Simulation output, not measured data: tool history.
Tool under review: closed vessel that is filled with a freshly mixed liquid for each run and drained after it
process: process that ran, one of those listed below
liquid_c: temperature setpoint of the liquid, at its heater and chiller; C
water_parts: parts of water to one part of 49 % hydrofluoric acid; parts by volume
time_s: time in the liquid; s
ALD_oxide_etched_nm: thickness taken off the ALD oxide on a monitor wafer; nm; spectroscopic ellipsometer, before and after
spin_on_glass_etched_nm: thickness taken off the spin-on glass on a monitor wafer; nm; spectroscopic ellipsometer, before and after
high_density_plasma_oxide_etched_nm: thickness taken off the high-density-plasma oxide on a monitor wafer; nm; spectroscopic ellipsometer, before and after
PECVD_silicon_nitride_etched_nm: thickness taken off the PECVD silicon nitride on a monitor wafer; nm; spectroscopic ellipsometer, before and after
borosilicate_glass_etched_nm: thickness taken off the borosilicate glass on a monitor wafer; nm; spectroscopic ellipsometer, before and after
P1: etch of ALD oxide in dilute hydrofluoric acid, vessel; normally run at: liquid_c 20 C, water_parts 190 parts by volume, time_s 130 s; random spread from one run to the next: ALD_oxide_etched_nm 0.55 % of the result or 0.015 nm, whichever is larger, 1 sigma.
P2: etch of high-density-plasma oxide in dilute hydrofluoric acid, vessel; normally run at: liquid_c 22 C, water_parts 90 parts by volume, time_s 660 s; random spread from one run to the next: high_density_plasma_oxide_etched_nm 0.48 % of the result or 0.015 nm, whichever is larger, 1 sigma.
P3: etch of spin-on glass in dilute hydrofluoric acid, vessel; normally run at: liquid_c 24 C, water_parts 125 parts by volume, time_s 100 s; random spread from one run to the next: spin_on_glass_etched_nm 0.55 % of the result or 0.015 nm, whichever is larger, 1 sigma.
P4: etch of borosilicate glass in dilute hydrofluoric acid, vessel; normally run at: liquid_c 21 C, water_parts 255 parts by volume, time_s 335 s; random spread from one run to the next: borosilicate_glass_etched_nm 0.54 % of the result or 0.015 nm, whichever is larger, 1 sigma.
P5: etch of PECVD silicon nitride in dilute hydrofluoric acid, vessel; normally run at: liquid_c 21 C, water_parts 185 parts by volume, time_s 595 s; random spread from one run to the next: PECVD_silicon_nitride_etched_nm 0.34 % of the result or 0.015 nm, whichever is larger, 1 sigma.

| run | day | process | liquid_c | water_parts | time_s | hours since the thermometer was replaced | hours since the hydrofluoric acid flow meter was replaced | ALD_oxide_etched_nm | spin_on_glass_etched_nm | high_density_plasma_oxide_etched_nm | PECVD_silicon_nitride_etched_nm | borosilicate_glass_etched_nm |
|---|---|---|---|---|---|---|---|---|---|---|---|---|
| 1 | 0.358 | P1 | 20 | 190 | 130 | 641.7 | 286 | 11.714 |  |  |  |  |
| 2 | 0.967 | P3 | 17 | 125 | 100 | 656.3 | 300.6 |  | 14.3 |  |  |  |
| 3 | 1.467 | P2 | 22 | 90 | 1290 | 668.3 | 312.6 |  |  | 70.289 |  |  |
| 4 | 1.842 | P5 | 21 | 185 | 595 | 677.3 | 321.6 |  |  |  | 12.144 |  |
| 5 | 2.208 | P1 | 20 | 190 | 130 | 686.1 | 330.4 | 11.663 |  |  |  |  |
| 6 | 2.754 | P4 | 17 | 255 | 335 | 699.2 | 343.5 |  |  |  |  | 21.315 |
| 7 | 3.121 | P5 | 27.5 | 185 | 595 | 708 | 352.3 |  |  |  | 18.469 |  |
| 8 | 3.5 | P1 | 17 | 190 | 130 | 717.1 | 361.4 | 10.332 |  |  |  |  |
| 9 | 3.95 | P4 | 21 | 255 | 335 | 727.9 | 372.2 |  |  |  |  | 24.885 |
| 10 | 4.3 | P1 | 20 | 190 | 130 | 736.3 | 380.6 | 11.717 |  |  |  |  |
| 11 | 4.617 | P2 | 17 | 90 | 660 | 743.9 | 388.2 |  |  | 29.014 |  |  |
| 12 | 4.921 | P2 | 22 | 90 | 660 | 751.2 | 395.5 |  |  | 35.462 |  |  |
| 13 | 5.271 | P1 | 20 | 190 | 130 | 759.6 | 403.9 | 11.672 |  |  |  |  |
| 14 | 5.683 | P4 | 21 | 140 | 335 | 769.5 | 413.8 |  |  |  |  | 50.923 |
| 15 | 6.05 | P1 | 20 | 190 | 130 | 778.3 | 422.6 | 11.678 |  |  |  |  |
| 16 | 6.392 | P3 | 24 | 125 | 100 | 786.5 | 430.8 |  | 19.121 |  |  |  |
| 17 | 7.092 | P3 | 24 | 125 | 30 | 803.3 | 447.6 |  | 5.644 |  |  |  |
| 18 | 7.479 | P3 | 24 | 185 | 100 | 812.6 | 456.9 |  | 12.015 |  |  |  |
| 19 | 8.058 | P1 | 20 | 190 | 195 | 826.5 | 470.8 | 17.358 |  |  |  |  |
| 20 | 8.738 | P1 | 20 | 270 | 130 | 842.8 | 487.1 | 7.6126 |  |  |  |  |
| 21 | 9.079 | P5 | 21 | 185 | 1045 | 851 | 495.3 |  |  |  | 21.27 |  |
| 22 | 9.733 | P1 | 20 | 85 | 35 | 866.7 | 511 | 7.9489 |  |  |  |  |
| 23 | 10.288 | P1 | 25 | 190 | 130 | 880 | 524.3 | 14.133 |  |  |  |  |
| 24 | 10.608 | P1 | 20 | 190 | 130 | 887.7 | 532 | 11.635 |  |  |  |  |
| 25 | 11.092 | P5 | 21 | 115 | 595 | 899.3 | 543.6 |  |  |  | 19.262 |  |
| 26 | 11.421 | P2 | 22 | 145 | 660 | 907.2 | 551.5 |  |  | 20.893 |  |  |
| 27 | 11.958 | P4 | 21 | 255 | 40 | 920.1 | 564.4 |  |  |  |  | 2.9873 |
| 28 | 12.588 | P1 | 20 | 190 | 130 | 935.2 | 579.5 | 11.506 |  |  |  |  |
| 29 | 13.212 | P2 | 22 | 90 | 660 | 950.2 | 594.5 |  |  | 35.843 |  |  |
| 30 | 13.871 | P1 | 20 | 190 | 35 | 966 | 610.3 | 3.1374 |  |  |  |  |
| 31 | 14.408 | P1 | 17 | 190 | 55 | 978.9 | 623.2 | 4.4048 |  |  |  |  |
| 32 | 14.912 | P1 | 17 | 40 | 130 | 991 | 635.3 | 57.705 |  |  |  |  |
| 33 | 15.588 | P1 | 20 | 35 | 130 | 1007.2 | 651.5 | 75.896 |  |  |  |  |
| 34 | 16.162 | P3 | 24 | 125 | 100 | 1021 | 665.3 |  | 18.885 |  |  |  |
| 35 | 16.738 | P1 | 20 | 190 | 130 | 1034.8 | 679.1 | 11.788 |  |  |  |  |
| 36 | 17.225 | P1 | 20 | 190 | 130 | 1046.5 | 690.8 | 11.331 |  |  |  |  |
| 37 | 17.85 | P1 | 20 | 190 | 130 | 1061.5 | 705.8 | 11.138 |  |  |  |  |
| 38 | 18.458 | P1 | 20 | 190 | 130 | 1076.1 | 720.4 | 10.95 |  |  |  |  |
| 39 | 19.025 | P1 | 20 | 190 | 130 | 1089.7 | 734 | 10.957 |  |  |  |  |
| 40 | 19.488 | P1 | 20 | 190 | 130 | 1100.8 | 745.1 | 10.721 |  |  |  |  |
| 41 | 19.867 | P1 | 20 | 190 | 130 | 1109.9 | 754.2 | 10.865 |  |  |  |  |
| 42 | 20.429 | P1 | 20 | 190 | 130 | 1123.4 | 767.7 | 10.806 |  |  |  |  |
| 43 | 20.817 | P1 | 20 | 190 | 130 | 1132.7 | 777 | 10.803 |  |  |  |  |
| 44 | 21.483 | P1 | 20 | 190 | 130 | 1148.7 | 793 | 10.752 |  |  |  |  |

P1 has crept away from where it was. The log is fitted equally well by each of these 2 causes, at the sizes shown:
A: hydrofluoric acid flow below the setpoint (%) = 6.63
B: liquid colder than its thermometer reads (K) = 2.09
Creep in the process output first set in at about day 16.738.

Of the 4 check runs listed below, each run on one wafer and each result written as a question mark, which would let you distinguish the listed causes because they would give clearly different results?
| check 1 | 22.15 | P5 | 21 | 185 | 595 |  |  |  |  |  | ? |  |
| check 2 | 22.15 | P2 | 22 | 90 | 660 |  |  |  |  | ? |  |  |
| check 3 | 22.15 | P4 | 21 | 255 | 335 |  |  |  |  |  |  | ? |
| check 4 | 22.15 | P3 | 24 | 125 | 100 |  |  |  | ? |  |  |  |

How each check would come out, cause by cause:
| check | result | if A | if B |
|---|---|---|---|
| check 1 | PECVD_silicon_nitride_etched_nm | 11.361 | 10.583 |
| check 2 | high_density_plasma_oxide_etched_nm | 33.19 | 32.875 |
| check 3 | borosilicate_glass_etched_nm | 22.878 | 23.048 |
| check 4 | spin_on_glass_etched_nm | 17.493 | 17.44 |
Distance between the nearest two causes, measured in the result of the check that separates them most: check 1 7.09 %; check 2 0.95 %; check 3 0.74 %; check 4 0.31 %
The other checks would show nearly matching results whichever cause is true, so check 1 is the only one that separates the causes.

Check 1 was carried out, with these results: PECVD_silicon_nitride_etched_nm 11.349 nm. Which of the listed causes is responsible?

Of the candidate causes, it is A: hydrofluoric acid flow below the setpoint (%).

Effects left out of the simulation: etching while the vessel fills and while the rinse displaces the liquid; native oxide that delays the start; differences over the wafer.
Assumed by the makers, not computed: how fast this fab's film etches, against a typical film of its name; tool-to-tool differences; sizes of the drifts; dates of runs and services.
